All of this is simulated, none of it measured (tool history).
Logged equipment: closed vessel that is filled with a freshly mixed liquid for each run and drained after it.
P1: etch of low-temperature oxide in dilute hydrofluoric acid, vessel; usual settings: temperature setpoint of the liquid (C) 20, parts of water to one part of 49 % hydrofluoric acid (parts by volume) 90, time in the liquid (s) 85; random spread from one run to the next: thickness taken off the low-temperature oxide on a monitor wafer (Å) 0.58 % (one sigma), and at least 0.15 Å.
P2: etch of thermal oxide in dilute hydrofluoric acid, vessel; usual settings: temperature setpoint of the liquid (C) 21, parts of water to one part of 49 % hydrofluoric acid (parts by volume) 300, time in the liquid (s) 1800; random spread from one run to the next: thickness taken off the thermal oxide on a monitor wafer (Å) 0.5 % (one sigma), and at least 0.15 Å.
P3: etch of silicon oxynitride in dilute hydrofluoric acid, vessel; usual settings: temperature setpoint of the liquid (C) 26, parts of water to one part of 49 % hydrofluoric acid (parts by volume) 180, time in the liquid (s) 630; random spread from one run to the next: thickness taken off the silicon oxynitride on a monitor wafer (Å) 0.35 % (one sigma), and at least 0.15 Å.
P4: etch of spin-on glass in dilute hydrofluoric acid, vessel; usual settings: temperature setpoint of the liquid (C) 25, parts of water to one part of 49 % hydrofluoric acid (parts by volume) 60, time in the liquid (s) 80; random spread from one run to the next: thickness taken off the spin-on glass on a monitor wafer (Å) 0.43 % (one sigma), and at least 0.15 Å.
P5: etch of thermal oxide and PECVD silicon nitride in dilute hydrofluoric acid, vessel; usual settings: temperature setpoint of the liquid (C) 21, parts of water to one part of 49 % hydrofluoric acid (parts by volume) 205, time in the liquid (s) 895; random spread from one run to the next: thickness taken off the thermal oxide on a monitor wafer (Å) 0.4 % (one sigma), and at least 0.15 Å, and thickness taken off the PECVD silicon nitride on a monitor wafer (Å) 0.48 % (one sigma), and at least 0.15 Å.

run,hour,process that ran,temperature setpoint of the liquid (C),parts of water to one part of 49 % hydrofluoric acid (parts by volume),time in the liquid (s),hours since the thermometer was replaced,hours since the hydrofluoric acid flow meter was replaced,thickness taken off the low-temperature oxide on a monitor wafer (Å),thickness taken off the silicon oxynitride on a monitor wafer (Å),thickness taken off the thermal oxide on a monitor wafer (Å),thickness taken off the PECVD silicon nitride on a monitor wafer (Å),thickness taken off the spin-on glass on a monitor wafer (Å)
1,11.1,P1,20,90,85,1403.9,365.9,114.67,,,,
2,25.2,P3,26,180,1100,1418,380,,165.58,,,
3,36.8,P5,21,205,165,1429.6,391.6,,,29.915,11.608,
4,44.5,P3,26,90,630,1437.3,399.3,,203.65,,,
5,61.2,P4,29,60,80,1454,416,,,,,623.41
6,72,P4,25,60,80,1464.8,426.8,,,,,530.4
7,79.6,P4,25,95,80,1472.4,434.4,,,,,322.55
8,90.4,P3,26,180,630,1483.2,445.2,,94.498,,,
9,99.7,P1,20,35,85,1492.5,454.5,313.56,,,,
10,108.1,P5,21,205,895,1500.9,462.9,,,164.48,62.752,
11,117.3,P1,17,35,85,1510.1,472.1,275.6,,,,
12,128.2,P1,20,90,85,1521,483,114.63,,,,
13,140.3,P2,21,300,1800,1533.1,495.1,,,195.74,,
14,151.1,P1,20,90,130,1543.9,505.9,174.23,,,,
15,168.4,P1,25,90,30,1561.2,523.2,49.653,,,,
16,182.9,P1,20,90,85,1575.7,537.7,114.8,,,,
17,198.2,P2,21,60,1800,1591,553,,,1258.1,,
18,209.5,P1,23.5,90,85,1602.3,564.3,132.21,,,,
19,217.8,P2,21,300,2965,1610.6,572.6,,,323.95,,
20,233.6,P2,27.5,300,1800,1626.4,588.4,,,245.43,,
21,242.9,P1,17,90,85,1635.7,597.7,100.53,,,,
22,255,P3,31.5,180,630,1647.8,609.8,,119.75,,,
23,265.3,P5,21,330,895,1658.1,620.1,,,90.095,39.267,
24,275.9,P1,20,90,30,1668.7,630.7,40.023,,,,
25,289.3,P1,20,90,85,1682.1,644.1,113.39,,,,
26,297.5,P1,20,90,85,1690.3,652.3,113.08,,,,
27,312.6,P1,20,90,85,1705.4,667.4,114.7,,,,
28,324,P4,25,60,125,1716.8,678.8,,,,,827.36
29,335.9,P5,28.5,205,895,1728.7,690.7,,,216.47,99.772,
30,349,P1,20,165,85,1741.8,703.8,57.414,,,,
31,361.8,P1,20,90,85,1754.6,716.6,115.18,,,,

Run 32, settings as shown, results not yet in. Your forecast:
32,373.7,P1,20,90,85,1766.5,728.5,?,,,,

{"run 32": {"thickness taken off the low-temperature oxide on a monitor wafer (Å)": 117.08}}
